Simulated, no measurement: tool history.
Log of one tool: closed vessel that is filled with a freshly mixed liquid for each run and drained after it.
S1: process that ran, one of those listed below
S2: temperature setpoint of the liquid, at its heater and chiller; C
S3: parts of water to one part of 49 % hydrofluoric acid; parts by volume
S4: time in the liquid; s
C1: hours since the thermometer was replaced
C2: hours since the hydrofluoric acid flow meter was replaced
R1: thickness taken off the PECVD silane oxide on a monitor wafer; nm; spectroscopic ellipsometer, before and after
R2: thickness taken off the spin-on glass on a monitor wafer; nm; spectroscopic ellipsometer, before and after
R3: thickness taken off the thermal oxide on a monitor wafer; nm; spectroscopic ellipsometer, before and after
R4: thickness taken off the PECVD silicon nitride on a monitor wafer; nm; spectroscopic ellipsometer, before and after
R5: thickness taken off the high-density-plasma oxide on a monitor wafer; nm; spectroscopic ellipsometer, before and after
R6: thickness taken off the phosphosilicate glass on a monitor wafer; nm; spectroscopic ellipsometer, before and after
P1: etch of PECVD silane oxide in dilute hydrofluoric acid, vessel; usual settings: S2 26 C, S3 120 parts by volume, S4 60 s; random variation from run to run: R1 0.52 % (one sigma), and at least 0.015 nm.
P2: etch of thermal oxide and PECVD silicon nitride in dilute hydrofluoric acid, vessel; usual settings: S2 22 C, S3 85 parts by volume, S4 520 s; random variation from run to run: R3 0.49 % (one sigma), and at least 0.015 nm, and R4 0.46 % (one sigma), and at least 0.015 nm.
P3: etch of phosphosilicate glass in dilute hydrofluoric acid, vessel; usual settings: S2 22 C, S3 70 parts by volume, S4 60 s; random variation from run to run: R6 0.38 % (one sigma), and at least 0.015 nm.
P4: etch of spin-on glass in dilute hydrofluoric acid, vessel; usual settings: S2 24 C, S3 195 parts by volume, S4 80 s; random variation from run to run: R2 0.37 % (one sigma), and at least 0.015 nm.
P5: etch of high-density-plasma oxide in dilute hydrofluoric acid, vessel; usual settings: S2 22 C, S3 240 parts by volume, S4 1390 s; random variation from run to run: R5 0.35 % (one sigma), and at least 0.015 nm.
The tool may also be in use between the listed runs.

run,hour,S1,S2,S3,S4,C1,C2,R1,R2,R3,R4,R5,R6
1,2.6,P1,26,120,60,473.9,1571.4,23.716,,,,,
2,7.4,P1,26,120,100,478.7,1576.2,39.211,,,,,
3,10.3,P4,24,360,80,481.6,1579.1,,7.2106,,,,
4,13,P2,22,85,520,484.3,1581.8,,,26.296,31.687,,
5,16,P4,24,195,80,487.3,1584.8,,15.47,,,,
6,20.5,P1,26,60,60,491.8,1589.3,51.196,,,,,
7,23.5,P1,26,120,60,494.8,1592.3,23.812,,,,,
8,28.7,P4,24,195,135,500,1597.5,,26.345,,,,
9,33.4,P2,22,55,520,504.7,1602.2,,,42.295,48.278,,
10,37.1,P1,21,120,60,508.4,1605.9,19.107,,,,,
11,39.8,P2,17,85,520,511.1,1608.6,,,21.34,22.405,,
12,43.2,P1,21.5,25,60,514.5,1612,105.62,,,,,
13,48.3,P2,22,85,520,519.6,1617.1,,,26.058,31.63,,
14,51.1,P1,26,120,60,522.4,1619.9,23.447,,,,,
15,54.1,P5,17,240,1390,525.4,1622.9,,,,,43.273,
16,56.7,P5,22,240,1390,528,1625.5,,,,,52.494,
17,60.4,P5,22,240,1390,531.7,1629.2,,,,,52.597,
18,64.1,P3,17.5,70,60,535.4,1632.9,,,,,,45.96
19,66.9,P3,22,70,60,538.2,1635.7,,,,,,55.589
20,72.3,P3,22,70,60,543.6,1641.1,,,,,,55.289
21,77.3,P3,22,70,30,548.6,1646.1,,,,,,27.775
22,79.8,P4,27.5,195,80,551.1,1648.6,,17.7,,,,
23,82.7,P1,26,120,60,554,1651.5,23.418,,,,,
24,87.6,P5,22,240,595,558.9,1656.4,,,,,22.436,
25,90.2,P2,22,85,175,561.5,1659,,,8.798,10.657,,
26,95.3,P4,24,195,80,566.6,1664.1,,15.6,,,,
27,99,P1,26,195,60,570.3,1667.8,13.285,,,,,
28,101.9,P5,22,65,1390,573.2,1670.7,,,,,234.57,
29,106.1,P1,31.5,120,60,577.4,1674.9,28.785,,,,,
30,110.1,P1,26,120,60,581.4,1678.9,23.569,,,,,
31,115.6,P3,22,125,60,586.9,1684.4,,,,,,29.225
32,119.7,P1,26,120,30,591,1688.5,11.77,,,,,
33,125.1,P1,26,120,60,596.4,1693.9,23.621,,,,,
34,129.4,P1,26,120,60,600.7,1698.2,23.464,,,,,

Forecast run 35:
35,132.7,P1,26,120,60,604,1701.5,?,,,,,

R1: 24.323 nm
